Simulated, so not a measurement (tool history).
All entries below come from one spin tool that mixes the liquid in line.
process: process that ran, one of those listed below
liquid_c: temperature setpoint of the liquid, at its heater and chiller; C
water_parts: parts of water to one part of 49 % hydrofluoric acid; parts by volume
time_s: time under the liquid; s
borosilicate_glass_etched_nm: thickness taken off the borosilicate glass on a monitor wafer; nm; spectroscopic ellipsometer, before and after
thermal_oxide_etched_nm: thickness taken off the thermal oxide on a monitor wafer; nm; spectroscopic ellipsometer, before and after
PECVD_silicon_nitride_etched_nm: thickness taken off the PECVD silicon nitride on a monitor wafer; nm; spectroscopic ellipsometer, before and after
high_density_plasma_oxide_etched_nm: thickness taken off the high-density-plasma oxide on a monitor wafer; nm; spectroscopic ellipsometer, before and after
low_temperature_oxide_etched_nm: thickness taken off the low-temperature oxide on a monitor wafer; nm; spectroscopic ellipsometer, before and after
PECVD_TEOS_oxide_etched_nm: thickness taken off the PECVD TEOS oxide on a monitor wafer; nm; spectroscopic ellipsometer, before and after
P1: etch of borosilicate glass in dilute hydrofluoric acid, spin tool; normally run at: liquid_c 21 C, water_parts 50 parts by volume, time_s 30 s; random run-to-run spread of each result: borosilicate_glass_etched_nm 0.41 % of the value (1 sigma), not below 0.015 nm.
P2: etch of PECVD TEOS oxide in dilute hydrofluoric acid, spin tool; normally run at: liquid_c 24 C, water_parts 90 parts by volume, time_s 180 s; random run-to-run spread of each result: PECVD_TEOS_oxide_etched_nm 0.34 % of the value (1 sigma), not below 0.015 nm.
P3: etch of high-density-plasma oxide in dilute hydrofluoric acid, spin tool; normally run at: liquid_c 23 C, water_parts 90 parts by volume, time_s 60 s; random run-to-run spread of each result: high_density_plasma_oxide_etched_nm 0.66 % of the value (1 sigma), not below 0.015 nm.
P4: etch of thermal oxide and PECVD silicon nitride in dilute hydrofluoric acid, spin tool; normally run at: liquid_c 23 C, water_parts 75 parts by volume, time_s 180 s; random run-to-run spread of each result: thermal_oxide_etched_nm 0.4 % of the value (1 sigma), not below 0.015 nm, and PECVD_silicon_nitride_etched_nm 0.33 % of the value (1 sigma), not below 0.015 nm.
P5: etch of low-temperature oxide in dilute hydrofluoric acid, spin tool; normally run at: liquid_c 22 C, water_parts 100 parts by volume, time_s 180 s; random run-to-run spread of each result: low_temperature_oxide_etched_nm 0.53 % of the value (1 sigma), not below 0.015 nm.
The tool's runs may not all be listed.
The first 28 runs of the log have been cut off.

run,hour,process,liquid_c,water_parts,time_s,hours since the thermometer was replaced,hours since the hydrofluoric acid flow meter was replaced,borosilicate_glass_etched_nm,thermal_oxide_etched_nm,PECVD_silicon_nitride_etched_nm,high_density_plasma_oxide_etched_nm,low_temperature_oxide_etched_nm,PECVD_TEOS_oxide_etched_nm
29,266,P1,17,50,15,650.5,365.2,6.7265,,,,,
30,276.2,P3,23,25,60,660.7,375.4,,,,16.931,,
31,288.7,P5,22,100,330,673.2,387.9,,,,,43.107,
32,296.7,P4,23,75,180,681.2,395.9,,11.371,10.326,,,
33,305,P2,24,90,285,689.5,404.2,,,,,,45.919
34,311.9,P3,23,90,60,696.4,411.1,,,,4.3071,,
35,320.2,P1,21,50,30,704.7,419.4,15.68,,,,,
36,330.2,P1,21,50,30,714.7,429.4,16.146,,,,,
37,342,P1,21,50,30,726.5,441.2,16.566,,,,,
38,352.7,P1,21,50,30,737.2,451.9,16.82,,,,,
39,365.6,P1,21,50,30,750.1,464.8,16.936,,,,,
40,376.7,P1,21,50,30,761.2,475.9,17.076,,,,,
41,388.2,P1,21,50,30,772.7,487.4,17.085,,,,,
42,397.8,P1,21,50,30,782.3,497,17.123,,,,,

What will run 43 give?
43,406,P1,21,50,30,790.5,505.2,?,,,,,

borosilicate_glass_etched_nm: 17.018 nm
